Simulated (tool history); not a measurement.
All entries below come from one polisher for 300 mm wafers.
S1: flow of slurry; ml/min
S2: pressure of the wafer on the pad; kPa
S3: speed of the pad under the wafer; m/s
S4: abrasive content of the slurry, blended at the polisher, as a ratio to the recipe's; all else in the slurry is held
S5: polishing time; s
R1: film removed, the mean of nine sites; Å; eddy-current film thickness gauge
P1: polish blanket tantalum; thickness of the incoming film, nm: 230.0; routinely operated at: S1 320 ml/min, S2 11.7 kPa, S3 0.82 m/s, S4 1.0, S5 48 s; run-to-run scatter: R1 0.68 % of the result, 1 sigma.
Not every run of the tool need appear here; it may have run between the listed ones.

run,day,S1,S2,S3,S4,S5,R1
1,0.246,320,11.7,0.82,1.0,48,493.65
2,0.492,320,11.7,0.82,1.4,48,543.41
3,0.725,320,11.7,0.82,1.0,67,690.63
4,1.038,320,11.7,0.82,1.0,48,492.34
5,1.238,320,11.7,0.82,1.0,48,499.83
6,1.467,320,11.7,0.82,1.0,48,495.89
7,1.633,320,11.7,0.82,0.5,48,385.13
8,1.829,455,11.7,0.82,1.0,34,367.54
9,2.062,320,5.5,0.82,1.0,48,233.11
10,2.242,320,11.7,0.82,1.0,48,490.60
# day 2.367: slurry nozzle cleaned
11,2.471,320,5.5,0.48,1.0,48,135.44
12,2.638,320,11.7,0.82,1.0,48,498.71
13,2.929,320,11.7,1.28,1.0,48,772.77
14,3.133,320,11.7,0.82,1.0,36,373.40
15,3.371,320,11.7,0.42,1.0,48,252.27
16,3.633,400,11.7,0.82,1.0,48,504.33
17,3.804,190,11.7,0.82,1.0,48,468.04
18,3.958,320,16.5,0.82,1.0,48,697.21
19,4.117,320,11.7,0.82,1.0,48,498.03
20,4.438,320,11.7,0.82,1.0,48,465.37
21,4.654,320,11.7,0.82,1.0,48,456.02
22,4.975,320,11.7,0.82,1.0,48,443.90
23,5.121,320,11.7,0.82,1.0,48,447.44
24,5.388,320,11.7,0.82,1.0,48,437.09
# day 5.392: worn pad replaced by a new one
25,5.662,320,11.7,0.82,1.0,48,444.72
26,5.862,320,11.7,0.82,1.0,48,441.24

What P1 gives has crept away from where it was. These 2 causes fit the log equally well, each at the size given:
A: head's pressure below its setpoint, % = 11.5
B: abrasive missing from the slurry, % = 31.2
The gradual shift began around day 4.117.
All other causes, with the reason each is excluded:
removal rate lost through wear of the pad, %: serviced at day 5.392, which brought nothing back
slurry flow missing at the pad, %: 40 at the very most, moving R1 by -5.4 %, which is either too weak or the wrong sign

Of the 4 check runs listed below, each run on one wafer and each result written as a question mark, which would let you distinguish the listed causes because they would give clearly different results?
check 1,6.062,320,8.3,1.22,1.00,48,?
check 2,6.062,220,11.7,0.82,1.00,48,?
check 3,6.062,320,11.7,0.82,0.55,48,?
check 4,6.062,210,11.7,0.82,1.00,48,?

Outcome of each check run for each possible cause:
check,result,if A,if B
check 1,R1,461.94,462.09
check 2,R1,423.40,423.54
check 3,R1,356.51,338.25
check 4,R1,420.97,421.11
Distance between the nearest two causes, measured in the result of the check that separates them most: check 1 0.03 %; check 2 0.03 %; check 3 5.26 %; check 4 0.03 %
Check 3 distinguishes between the causes, while the remaining checks would return nearly the same result for all of them.

The results of check 3 are: R1 358.41 Å. Based on these, which of the listed causes is it?

The correct cause is A, namely: head's pressure below its setpoint, %.
